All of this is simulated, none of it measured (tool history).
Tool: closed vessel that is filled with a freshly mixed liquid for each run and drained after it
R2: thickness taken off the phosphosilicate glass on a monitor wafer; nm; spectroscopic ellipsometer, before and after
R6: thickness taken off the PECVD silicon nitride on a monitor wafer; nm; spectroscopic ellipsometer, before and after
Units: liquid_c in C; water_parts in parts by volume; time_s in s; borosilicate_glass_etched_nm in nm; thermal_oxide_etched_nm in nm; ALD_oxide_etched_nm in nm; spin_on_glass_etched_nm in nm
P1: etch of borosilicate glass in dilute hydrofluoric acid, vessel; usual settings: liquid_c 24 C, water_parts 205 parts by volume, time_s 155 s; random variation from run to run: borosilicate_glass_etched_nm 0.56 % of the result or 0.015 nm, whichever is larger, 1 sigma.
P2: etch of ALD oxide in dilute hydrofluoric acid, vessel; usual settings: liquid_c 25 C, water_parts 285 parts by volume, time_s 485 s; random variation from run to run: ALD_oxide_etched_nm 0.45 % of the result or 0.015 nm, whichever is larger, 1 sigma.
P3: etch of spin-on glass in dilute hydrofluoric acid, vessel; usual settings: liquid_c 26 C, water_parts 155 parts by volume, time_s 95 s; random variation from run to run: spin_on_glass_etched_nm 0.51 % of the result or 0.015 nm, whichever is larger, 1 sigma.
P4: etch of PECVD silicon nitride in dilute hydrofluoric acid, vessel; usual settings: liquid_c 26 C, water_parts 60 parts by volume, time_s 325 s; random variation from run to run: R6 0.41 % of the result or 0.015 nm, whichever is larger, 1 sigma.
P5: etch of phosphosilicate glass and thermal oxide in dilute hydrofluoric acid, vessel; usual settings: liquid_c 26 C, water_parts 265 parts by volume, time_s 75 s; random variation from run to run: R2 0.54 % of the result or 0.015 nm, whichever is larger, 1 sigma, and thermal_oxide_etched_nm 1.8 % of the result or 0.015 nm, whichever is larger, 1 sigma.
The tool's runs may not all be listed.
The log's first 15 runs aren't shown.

Run 16, hour 86.4: process P1, liquid_c 30 C, water_parts 205 parts by volume, time_s 155 s. Result: borosilicate_glass_etched_nm 34.517 nm.
Run 17, hour 92: process P3, liquid_c 26 C, water_parts 45 parts by volume, time_s 95 s. Result: spin_on_glass_etched_nm 155.32 nm.
Run 18, hour 97.7: process P1, liquid_c 24 C, water_parts 205 parts by volume, time_s 155 s. Result: borosilicate_glass_etched_nm 27.716 nm.
Run 19, hour 101.5: process P2, liquid_c 17 C, water_parts 285 parts by volume, time_s 485 s. Result: ALD_oxide_etched_nm 12.12 nm.
Run 20, hour 104.9: process P1, liquid_c 17 C, water_parts 205 parts by volume, time_s 155 s. Result: borosilicate_glass_etched_nm 21.175 nm.
Run 21, hour 110.4: process P1, liquid_c 24 C, water_parts 205 parts by volume, time_s 155 s. Result: borosilicate_glass_etched_nm 27.885 nm.
Run 22, hour 115.2: process P2, liquid_c 25 C, water_parts 285 parts by volume, time_s 950 s. Result: ALD_oxide_etched_nm 31.377 nm.
Run 23, hour 118.9: process P1, liquid_c 24 C, water_parts 205 parts by volume, time_s 155 s. Result: borosilicate_glass_etched_nm 27.641 nm.
Run 24, hour 122.1: process P4, liquid_c 26 C, water_parts 60 parts by volume, time_s 30 s. Result: R6 1.0067 nm.

Run 25 comes next. What will it give?
Run 25, hour 126: process P1, liquid_c 31.5 C, water_parts 205 parts by volume, time_s 275 s. Result: borosilicate_glass_etched_nm ?.

{"run 25": {"borosilicate_glass_etched_nm": 63.682}}
